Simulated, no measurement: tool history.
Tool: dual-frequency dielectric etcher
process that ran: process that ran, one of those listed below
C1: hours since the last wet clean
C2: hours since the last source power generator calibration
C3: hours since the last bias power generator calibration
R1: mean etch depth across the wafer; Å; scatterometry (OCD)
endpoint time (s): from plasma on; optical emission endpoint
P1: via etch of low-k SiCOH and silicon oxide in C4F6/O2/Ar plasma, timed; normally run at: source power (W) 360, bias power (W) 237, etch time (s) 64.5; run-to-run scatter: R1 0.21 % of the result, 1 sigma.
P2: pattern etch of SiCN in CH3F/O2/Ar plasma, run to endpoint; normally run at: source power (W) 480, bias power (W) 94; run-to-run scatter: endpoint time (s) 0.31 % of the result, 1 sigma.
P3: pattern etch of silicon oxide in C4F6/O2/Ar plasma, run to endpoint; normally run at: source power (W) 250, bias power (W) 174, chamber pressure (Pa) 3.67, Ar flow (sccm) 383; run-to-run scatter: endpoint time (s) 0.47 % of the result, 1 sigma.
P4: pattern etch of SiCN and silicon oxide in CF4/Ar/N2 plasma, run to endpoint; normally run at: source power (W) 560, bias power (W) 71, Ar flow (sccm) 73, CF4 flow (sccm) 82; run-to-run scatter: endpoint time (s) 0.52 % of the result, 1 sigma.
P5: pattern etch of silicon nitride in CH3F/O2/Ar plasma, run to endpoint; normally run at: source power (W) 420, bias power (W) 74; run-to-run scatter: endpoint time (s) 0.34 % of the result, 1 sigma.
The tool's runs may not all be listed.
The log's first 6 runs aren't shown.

Run 7, hour 84.9: process that ran P4, source power (W) 560, bias power (W) 53, Ar flow (sccm) 73, CF4 flow (sccm) 82; C1 557.2; C2 1650.8; C3 1198.8. Result: endpoint time (s) 8.8203.
Run 8, hour 100.2: process that ran P1, source power (W) 260, bias power (W) 237, etch time (s) 35.5; C1 572.5; C2 1666.1; C3 1214.1. Result: R1 865.23 Å.
Run 9, hour 113.7: process that ran P4, source power (W) 560, bias power (W) 71, Ar flow (sccm) 73, CF4 flow (sccm) 52; C1 586; C2 1679.6; C3 1227.6. Result: endpoint time (s) 8.6381.
Run 10, hour 121: process that ran P1, source power (W) 360, bias power (W) 237, etch time (s) 64.5; C1 593.3; C2 1686.9; C3 1234.9. Result: R1 1767.8 Å.
Run 11, hour 129.7: process that ran P3, source power (W) 250, bias power (W) 174, chamber pressure (Pa) 3.67, Ar flow (sccm) 383; C1 602; C2 1695.6; C3 1243.6. Result: endpoint time (s) 18.734.
Run 12, hour 137.7: process that ran P1, source power (W) 360, bias power (W) 237, etch time (s) 88.5; C1 610; C2 1703.6; C3 1251.6. Result: R1 2440.7 Å.
Run 13, hour 152.2: process that ran P5, source power (W) 420, bias power (W) 50; C1 624.5; C2 1718.1; C3 1266.1. Result: endpoint time (s) 31.944.
Run 14, hour 159.8: process that ran P5, source power (W) 420, bias power (W) 74; C1 632.1; C2 1725.7; C3 1273.7. Result: endpoint time (s) 28.105.
Run 15, hour 175.6: process that ran P1, source power (W) 360, bias power (W) 237, etch time (s) 64.5; C1 647.9; C2 1741.5; C3 1289.5. Result: R1 1775.3 Å.
Run 16, hour 191.1: process that ran P2, source power (W) 300, bias power (W) 94; C1 663.4; C2 1757; C3 1305. Result: endpoint time (s) 33.345.
Run 17, hour 206.6: process that ran P2, source power (W) 480, bias power (W) 127; C1 678.9; C2 1772.5; C3 1320.5. Result: endpoint time (s) 24.952.
Run 18, hour 221.9: process that ran P3, source power (W) 250, bias power (W) 174, chamber pressure (Pa) 4.8, Ar flow (sccm) 383; C1 694.2; C2 1787.8; C3 1335.8. Result: endpoint time (s) 19.289.
Run 19, hour 232.1: process that ran P3, source power (W) 250, bias power (W) 174, chamber pressure (Pa) 3.67, Ar flow (sccm) 383; C1 704.4; C2 1798; C3 1346. Result: endpoint time (s) 18.594.
At hour 246.1: wet clean of the chamber.
Run 20, hour 247.9: process that ran P4, source power (W) 560, bias power (W) 71, Ar flow (sccm) 73, CF4 flow (sccm) 82; C1 1.8; C2 1813.8; C3 1361.8. Result: endpoint time (s) 8.1061.
Run 21, hour 262.7: process that ran P5, source power (W) 260, bias power (W) 74; C1 16.6; C2 1828.6; C3 1376.6. Result: endpoint time (s) 33.586.
Run 22, hour 276.9: process that ran P4, source power (W) 410, bias power (W) 71, Ar flow (sccm) 73, CF4 flow (sccm) 82; C1 30.8; C2 1842.8; C3 1390.8. Result: endpoint time (s) 10.691.
Run 23, hour 291.5: process that ran P1, source power (W) 360, bias power (W) 196, etch time (s) 77; C1 45.4; C2 1857.4; C3 1405.4. Result: R1 1998.4 Å.
Run 24, hour 306.2: process that ran P1, source power (W) 360, bias power (W) 237, etch time (s) 64.5; C1 60.1; C2 1872.1; C3 1420.1. Result: R1 1776.1 Å.
Run 25, hour 315.2: process that ran P2, source power (W) 480, bias power (W) 94; C1 69.1; C2 1881.1; C3 1429.1. Result: endpoint time (s) 27.944.
Run 26, hour 325.3: process that ran P1, source power (W) 360, bias power (W) 237, etch time (s) 64.5; C1 79.2; C2 1891.2; C3 1439.2. Result: R1 1777.5 Å.
Run 27, hour 333.2: process that ran P3, source power (W) 170, bias power (W) 174, chamber pressure (Pa) 3.67, Ar flow (sccm) 383; C1 87.1; C2 1899.1; C3 1447.1. Result: endpoint time (s) 21.657.
Run 28, hour 347.6: process that ran P1, source power (W) 360, bias power (W) 187, etch time (s) 64.5; C1 101.5; C2 1913.5; C3 1461.5. Result: R1 1645.2 Å.

Run 29 comes next. What will it give?
Run 29, hour 359: process that ran P1, source power (W) 360, bias power (W) 237, etch time (s) 64.5; C1 112.9; C2 1924.9; C3 1472.9. Result: R1 ?.

R1: 1780 Å
